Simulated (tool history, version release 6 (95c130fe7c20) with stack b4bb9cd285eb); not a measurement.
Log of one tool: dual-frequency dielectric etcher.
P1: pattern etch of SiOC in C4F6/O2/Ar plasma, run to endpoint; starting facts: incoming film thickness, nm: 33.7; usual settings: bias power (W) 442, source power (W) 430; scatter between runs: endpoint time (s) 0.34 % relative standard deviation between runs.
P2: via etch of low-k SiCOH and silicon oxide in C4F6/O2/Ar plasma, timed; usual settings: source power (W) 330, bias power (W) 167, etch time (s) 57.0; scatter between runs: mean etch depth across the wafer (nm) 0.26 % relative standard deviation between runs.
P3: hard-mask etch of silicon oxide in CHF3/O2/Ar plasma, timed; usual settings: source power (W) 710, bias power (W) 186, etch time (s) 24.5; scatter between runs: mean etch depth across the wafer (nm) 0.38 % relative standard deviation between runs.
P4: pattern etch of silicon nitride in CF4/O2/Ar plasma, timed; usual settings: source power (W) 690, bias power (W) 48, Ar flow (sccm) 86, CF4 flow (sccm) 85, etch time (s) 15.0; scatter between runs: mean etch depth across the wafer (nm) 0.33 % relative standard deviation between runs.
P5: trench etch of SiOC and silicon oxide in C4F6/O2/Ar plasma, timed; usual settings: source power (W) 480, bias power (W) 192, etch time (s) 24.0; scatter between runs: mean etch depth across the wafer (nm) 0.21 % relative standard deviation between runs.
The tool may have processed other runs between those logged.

| run | hour | process that ran | bias power (W) | source power (W) | etch time (s) | Ar flow (sccm) | CF4 flow (sccm) | hours since the last wet clean | hours since the last bias power generator calibration | hours since the last source power generator calibration | endpoint time (s) | mean etch depth across the wafer (nm) |
|---|---|---|---|---|---|---|---|---|---|---|---|---|
| 1 | 3.0 | P1 | 442 | 430 |  |  |  | 77.3 | 1419.3 | 988.1 | 11.569 |  |
| 2 | 6.4 | P1 | 544 | 430 |  |  |  | 80.7 | 1422.7 | 991.5 | 10.668 |  |
| 3 | 10.1 | P1 | 442 | 430 |  |  |  | 84.4 | 1426.4 | 995.2 | 11.495 |  |
| 4 | 13.6 | P2 | 167 | 330 | 37.0 |  |  | 87.9 | 1429.9 | 998.7 |  | 85.440 |
| 5 | 17.9 | P3 | 251 | 710 | 24.5 |  |  | 92.2 | 1434.2 | 1003.0 |  | 59.364 |
| 6 | 20.7 | P4 | 48 | 690 | 15.0 | 86 | 85 | 95.0 | 1437.0 | 1005.8 |  | 36.747 |
| 7 | 22.9 | P3 | 186 | 710 | 24.5 |  |  | 97.2 | 1439.2 | 1008.0 |  | 53.560 |
| 8 | 26.1 | P5 | 192 | 480 | 31.5 |  |  | 100.4 | 1442.4 | 1011.2 |  | 71.287 |
| 9 | 29.0 | P1 | 442 | 430 |  |  |  | 103.3 | 1445.3 | 1014.1 | 11.565 |  |
| 10 | 31.2 | P5 | 118 | 480 | 24.0 |  |  | 105.5 | 1447.5 | 1016.3 |  | 47.110 |
| 11 | 33.5 | P1 | 334 | 290 |  |  |  | 107.8 | 1449.8 | 1018.6 | 14.704 |  |
| 12 | 36.7 | P1 | 442 | 430 |  |  |  | 111.0 | 1453.0 | 1021.8 | 11.510 |  |
| 13 | 39.3 | P2 | 135 | 330 | 57.0 |  |  | 113.6 | 1455.6 | 1024.4 |  | 124.100 |
|  | 42.7 | bias power generator calibrated |
| 14 | 43.3 | P1 | 315 | 260 |  |  |  | 117.6 | 0.7 | 1028.4 | 15.655 |  |
| 15 | 47.5 | P5 | 192 | 620 | 24.0 |  |  | 121.8 | 4.9 | 1032.6 |  | 60.174 |
| 16 | 49.8 | P3 | 186 | 580 | 24.5 |  |  | 124.1 | 7.2 | 1034.9 |  | 49.960 |
| 17 | 51.9 | P4 | 35 | 690 | 15.0 | 86 | 85 | 126.2 | 9.3 | 1037.0 |  | 32.936 |
| 18 | 55.3 | P4 | 48 | 690 | 15.0 | 86 | 60 | 129.6 | 12.7 | 1040.4 |  | 35.128 |
| 19 | 59.5 | P1 | 442 | 430 |  |  |  | 133.8 | 16.9 | 1044.6 | 11.528 |  |
| 20 | 62.9 | P4 | 48 | 690 | 19.5 | 86 | 85 | 137.2 | 20.3 | 1048.0 |  | 47.524 |
| 21 | 66.5 | P2 | 167 | 440 | 57.0 |  |  | 140.8 | 23.9 | 1051.6 |  | 147.490 |
| 22 | 68.8 | P4 | 48 | 410 | 15.0 | 86 | 85 | 143.1 | 26.2 | 1053.9 |  | 23.338 |
| 23 | 72.4 | P3 | 186 | 710 | 24.5 |  |  | 146.7 | 29.8 | 1057.5 |  | 53.909 |
| 24 | 76.8 | P1 | 442 | 430 |  |  |  | 151.1 | 34.2 | 1061.9 | 11.488 |  |
| 25 | 81.5 | P2 | 167 | 330 | 57.0 |  |  | 155.8 | 38.9 | 1066.6 |  | 131.910 |
| 26 | 85.2 | P1 | 442 | 580 |  |  |  | 159.5 | 42.6 | 1070.3 | 10.296 |  |
| 27 | 89.1 | P1 | 273 | 430 |  |  |  | 163.4 | 46.5 | 1074.2 | 13.671 |  |
| 28 | 92.4 | P3 | 186 | 710 | 13.5 |  |  | 166.7 | 49.8 | 1077.5 |  | 29.637 |
| 29 | 95.5 | P1 | 442 | 430 |  |  |  | 169.8 | 52.9 | 1080.6 | 11.566 |  |
| 30 | 98.8 | P4 | 48 | 690 | 15.0 | 112 | 85 | 173.1 | 56.2 | 1083.9 |  | 35.201 |
| 31 | 102.8 | P1 | 442 | 340 |  |  |  | 177.1 | 60.2 | 1087.9 | 12.656 |  |
| 32 | 105.9 | P1 | 523 | 540 |  |  |  | 180.2 | 63.3 | 1091.0 | 10.040 |  |
| 33 | 108.8 | P4 | 48 | 690 | 15.0 | 86 | 85 | 183.1 | 66.2 | 1093.9 |  | 36.587 |
| 34 | 110.9 | P5 | 192 | 480 | 24.0 |  |  | 185.2 | 68.3 | 1096.0 |  | 54.397 |
| 35 | 113.9 | P1 | 442 | 430 |  |  |  | 188.2 | 71.3 | 1099.0 | 11.579 |  |
| 36 | 117.7 | P1 | 442 | 430 |  |  |  | 192.0 | 75.1 | 1102.8 | 11.579 |  |
| 37 | 121.5 | P1 | 442 | 430 |  |  |  | 195.8 | 78.9 | 1106.6 | 11.669 |  |
| 38 | 125.0 | P1 | 442 | 430 |  |  |  | 199.3 | 82.4 | 1110.1 | 11.702 |  |
| 39 | 129.4 | P1 | 442 | 430 |  |  |  | 203.7 | 86.8 | 1114.5 | 11.615 |  |
| 40 | 132.8 | P1 | 442 | 430 |  |  |  | 207.1 | 90.2 | 1117.9 | 11.716 |  |
| 41 | 137.2 | P1 | 442 | 430 |  |  |  | 211.5 | 94.6 | 1122.3 | 11.726 |  |
|  | 137.7 | wet clean of the chamber |
| 42 | 140.4 | P1 | 442 | 430 |  |  |  | 2.7 | 97.8 | 1125.5 | 11.693 |  |
| 43 | 142.6 | P1 | 442 | 430 |  |  |  | 4.9 | 100.0 | 1127.7 | 11.777 |  |
| 44 | 145.2 | P1 | 442 | 430 |  |  |  | 7.5 | 102.6 | 1130.3 | 11.745 |  |
| 45 | 148.5 | P1 | 442 | 430 |  |  |  | 10.8 | 105.9 | 1133.6 | 11.752 |  |

The log shows P1 creeping away from where it was. Any of the 2 causes listed here, at the size stated for it, fits the log just as well as the others:
A: source power that arrives under what is set, % = 4.47
B: bias power that arrives under what is set, % = 4.55
The onset of the drift is placed at about hour 113.9.
Why every other cause is out:
chamber walls in a state that lowers the etch rate, %: was serviced at hour 137.7, once the creep was under way, yet the earlier output never came back

4 check runs are offered, one wafer each, their results left as question marks. Which one tells the causes apart?
| check 1 | 151.8 | P2 | 167 | 330 | 57.0 |  |  |  |  |  |  | ? |
| check 2 | 151.8 | P3 | 186 | 710 | 24.5 |  |  |  |  |  |  | ? |
| check 3 | 151.8 | P4 | 48 | 690 | 15.0 | 86 | 85 |  |  |  |  | ? |
| check 4 | 151.8 | P5 | 192 | 480 | 24.0 |  |  |  |  |  |  | ? |

Predicted outcomes, by check and by cause:
| check | result | if A | if B |
|---|---|---|---|
| check 1 | mean etch depth across the wafer (nm) | 129.450 | 129.870 |
| check 2 | mean etch depth across the wafer (nm) | 52.801 | 52.907 |
| check 3 | mean etch depth across the wafer (nm) | 35.255 | 36.083 |
| check 4 | mean etch depth across the wafer (nm) | 53.452 | 53.619 |
Gap, in per cent, between the two causes that each check separates least, read from the result that separates them most: check 1 0.32 %; check 2 0.2 %; check 3 2.32 %; check 4 0.31 %
Of the check runs offered, only check 3 discriminates between the causes; the rest would read about the same regardless of which cause applies.

After running check 3, the following was obtained: mean etch depth across the wafer (nm) 35.053. Which cause does this point to?

It is A: source power that arrives under what is set, %.

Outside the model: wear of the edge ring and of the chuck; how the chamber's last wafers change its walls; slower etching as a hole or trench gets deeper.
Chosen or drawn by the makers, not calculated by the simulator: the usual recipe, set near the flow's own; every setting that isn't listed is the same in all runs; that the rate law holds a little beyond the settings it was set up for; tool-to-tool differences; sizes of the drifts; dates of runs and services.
